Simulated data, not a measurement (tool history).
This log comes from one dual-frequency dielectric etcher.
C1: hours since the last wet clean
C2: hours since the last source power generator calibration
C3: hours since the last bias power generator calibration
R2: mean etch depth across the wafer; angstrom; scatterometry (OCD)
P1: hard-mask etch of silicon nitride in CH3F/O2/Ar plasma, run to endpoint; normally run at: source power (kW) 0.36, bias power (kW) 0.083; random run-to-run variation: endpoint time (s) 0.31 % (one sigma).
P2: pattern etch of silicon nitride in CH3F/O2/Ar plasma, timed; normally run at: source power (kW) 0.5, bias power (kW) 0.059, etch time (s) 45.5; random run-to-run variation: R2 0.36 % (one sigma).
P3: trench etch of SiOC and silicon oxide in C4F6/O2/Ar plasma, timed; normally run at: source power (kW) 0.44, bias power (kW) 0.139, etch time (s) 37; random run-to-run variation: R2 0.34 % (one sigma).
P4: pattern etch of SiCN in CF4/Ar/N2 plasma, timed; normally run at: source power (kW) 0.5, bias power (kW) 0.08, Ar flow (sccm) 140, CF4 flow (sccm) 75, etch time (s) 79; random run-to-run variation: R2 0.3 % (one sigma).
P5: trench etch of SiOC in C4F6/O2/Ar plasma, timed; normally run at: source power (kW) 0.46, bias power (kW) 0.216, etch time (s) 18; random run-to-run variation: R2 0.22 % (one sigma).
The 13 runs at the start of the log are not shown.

run 14 hour=147.5 | process_that_ran=P1 source_power_(kW)=0.22 bias_power_(kW)=0.108 | C1=377.9 C2=486.6 C3=804.7 | endpoint_time_(s)=65.519
run 15 hour=154.6 | process_that_ran=P4 source_power_(kW)=0.5 bias_power_(kW)=0.08 Ar_flow_(sccm)=140 CF4_flow_(sccm)=75 etch_time_(s)=79 | C1=385 C2=493.7 C3=811.8 | R2=747.85
run 16 hour=166 | process_that_ran=P5 source_power_(kW)=0.46 bias_power_(kW)=0.216 etch_time_(s)=18 | C1=396.4 C2=505.1 C3=823.2 | R2=423.95
run 17 hour=181.4 | process_that_ran=P1 source_power_(kW)=0.36 bias_power_(kW)=0.117 | C1=411.8 C2=520.5 C3=838.6 | endpoint_time_(s)=53.512
run 18 hour=190.6 | process_that_ran=P4 source_power_(kW)=0.35 bias_power_(kW)=0.08 Ar_flow_(sccm)=140 CF4_flow_(sccm)=75 etch_time_(s)=79 | C1=421 C2=529.7 C3=847.8 | R2=550.31
run 19 hour=201.8 | process_that_ran=P3 source_power_(kW)=0.62 bias_power_(kW)=0.139 etch_time_(s)=37 | C1=432.2 C2=540.9 C3=859 | R2=776.13
run 20 hour=215.9 | process_that_ran=P1 source_power_(kW)=0.43 bias_power_(kW)=0.083 | C1=446.3 C2=555 C3=873.1 | endpoint_time_(s)=56.438
run 21 hour=227.1 | process_that_ran=P5 source_power_(kW)=0.46 bias_power_(kW)=0.301 etch_time_(s)=18 | C1=457.5 C2=566.2 C3=884.3 | R2=475.99
run 22 hour=237.2 | process_that_ran=P1 source_power_(kW)=0.36 bias_power_(kW)=0.083 | C1=467.6 C2=576.3 C3=894.4 | endpoint_time_(s)=60.344
run 23 hour=252.6 | process_that_ran=P4 source_power_(kW)=0.5 bias_power_(kW)=0.08 Ar_flow_(sccm)=140 CF4_flow_(sccm)=75 etch_time_(s)=117 | C1=483 C2=591.7 C3=909.8 | R2=1115.2
run 24 hour=268.3 | process_that_ran=P3 source_power_(kW)=0.44 bias_power_(kW)=0.091 etch_time_(s)=37 | C1=498.7 C2=607.4 C3=925.5 | R2=603.11
run 25 hour=281.9 | process_that_ran=P2 source_power_(kW)=0.5 bias_power_(kW)=0.059 etch_time_(s)=35.5 | C1=512.3 C2=621 C3=939.1 | R2=251.51
run 26 hour=296.9 | process_that_ran=P2 source_power_(kW)=0.32 bias_power_(kW)=0.059 etch_time_(s)=45.5 | C1=527.3 C2=636 C3=954.1 | R2=271.79

What will run 27 give?
run 27 hour=311.8 | process_that_ran=P3 source_power_(kW)=0.44 bias_power_(kW)=0.139 etch_time_(s)=37 | C1=542.2 C2=650.9 C3=969 | R2=?

{"run 27": {"R2": 671.96}}
